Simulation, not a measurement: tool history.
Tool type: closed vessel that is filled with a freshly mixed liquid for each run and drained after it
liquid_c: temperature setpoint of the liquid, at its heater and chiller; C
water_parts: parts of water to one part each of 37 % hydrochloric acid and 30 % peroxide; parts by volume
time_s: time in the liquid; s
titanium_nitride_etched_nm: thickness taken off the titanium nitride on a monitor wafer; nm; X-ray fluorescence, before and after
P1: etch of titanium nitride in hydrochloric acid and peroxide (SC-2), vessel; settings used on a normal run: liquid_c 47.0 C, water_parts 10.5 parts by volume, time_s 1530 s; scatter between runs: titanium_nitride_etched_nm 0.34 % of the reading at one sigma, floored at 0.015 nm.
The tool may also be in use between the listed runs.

run	hour	liquid_c	water_parts	time_s	hours since the thermometer was replaced	hours since the chemicals flow meter was replaced	hours since the drum of peroxide was connected	titanium_nitride_etched_nm
1	12.5	47.0	10.5	1530	2101.4	928.5	281.3	42.104
2	20.8	62.5	10.5	340	2109.7	936.8	289.6	25.538
3	27.9	47.0	4.0	1530	2116.8	943.9	296.7	87.939
4	37.9	47.0	10.5	2440	2126.8	953.9	306.7	67.352
5	49.7	54.5	6.0	1530	2138.6	965.7	318.5	108.300
6	63.0	47.0	10.5	195	2151.9	979.0	331.8	5.350
7	72.3	35.0	10.5	1530	2161.2	988.3	341.1	18.025
8	79.8	47.0	10.5	1530	2168.7	995.8	348.6	42.370
9	95.3	47.0	10.5	1530	2184.2	1011.3	364.1	42.076
# hour 101.4: chemicals flow meter replaced
10	110.1	47.0	19.0	1530	2199.0	8.8	378.9	25.091
11	124.2	47.0	10.5	1530	2213.1	22.9	393.0	42.000
12	131.6	62.0	10.5	1530	2220.5	30.3	400.4	111.780
13	141.0	47.0	10.5	1530	2229.9	39.7	409.8	41.990
14	156.6	47.0	10.5	1530	2245.5	55.3	425.4	43.786
15	165.5	47.0	10.5	1530	2254.4	64.2	434.3	44.230
16	177.2	47.0	10.5	1530	2266.1	75.9	446.0	44.914
17	185.4	47.0	10.5	1530	2274.3	84.1	454.2	45.204
18	194.2	47.0	10.5	1530	2283.1	92.9	463.0	45.294
19	209.3	47.0	10.5	1530	2298.2	108.0	478.1	45.833
20	218.2	47.0	10.5	1530	2307.1	116.9	487.0	46.112
21	226.2	47.0	10.5	1530	2315.1	124.9	495.0	46.182
22	237.0	47.0	10.5	1530	2325.9	135.7	505.8	45.912
23	247.6	47.0	10.5	1530	2336.5	146.3	516.4	45.985
24	262.3	47.0	10.5	1530	2351.2	161.0	531.1	46.178

The output of P1 has drifted from where it used to be. Each of the 2 causes below, taken at the size shown beside it, accounts for the log equally well:
A: liquid hotter than its thermometer reads (K) = 1.35
B: chemicals flow above the setpoint (%) = 11.5
The creep began at about hour 141.0.
What rules out each remaining cause:
peroxide weaker than its label (%): capped at 8; at that size titanium_nitride_etched_nm would change by -7.4 %, too little to explain the creep or opposite to it

Of the 4 check runs below, each run on 2 wafers with the results averaged and each result still a question mark, which one would tell the listed causes apart?
check 1	277.0	35.0	18.5	1530				?
check 2	277.0	47.0	17.0	295				?
check 3	277.0	36.5	4.5	1530				?
check 4	277.0	47.0	16.5	470				?

Predicted outcomes, by check and by cause:
check	result	if A	if B
check 1	titanium_nitride_etched_nm	12.1270	12.1160
check 2	titanium_nitride_etched_nm	5.8419	5.8739
check 3	titanium_nitride_etched_nm	42.6300	41.6380
check 4	titanium_nitride_etched_nm	9.5589	9.6086
Distance between the nearest two causes, measured in the result of the check that separates them most: check 1 0.09 %; check 2 0.55 %; check 3 2.35 %; check 4 0.52 %
The other checks would show nearly matching results whichever cause is true, so check 3 is the only one that separates the causes.

Then check 3 was run and gave: titanium_nitride_etched_nm 42.7640 nm. Which cause is it?

The cause is A: liquid hotter than its thermometer reads (K).
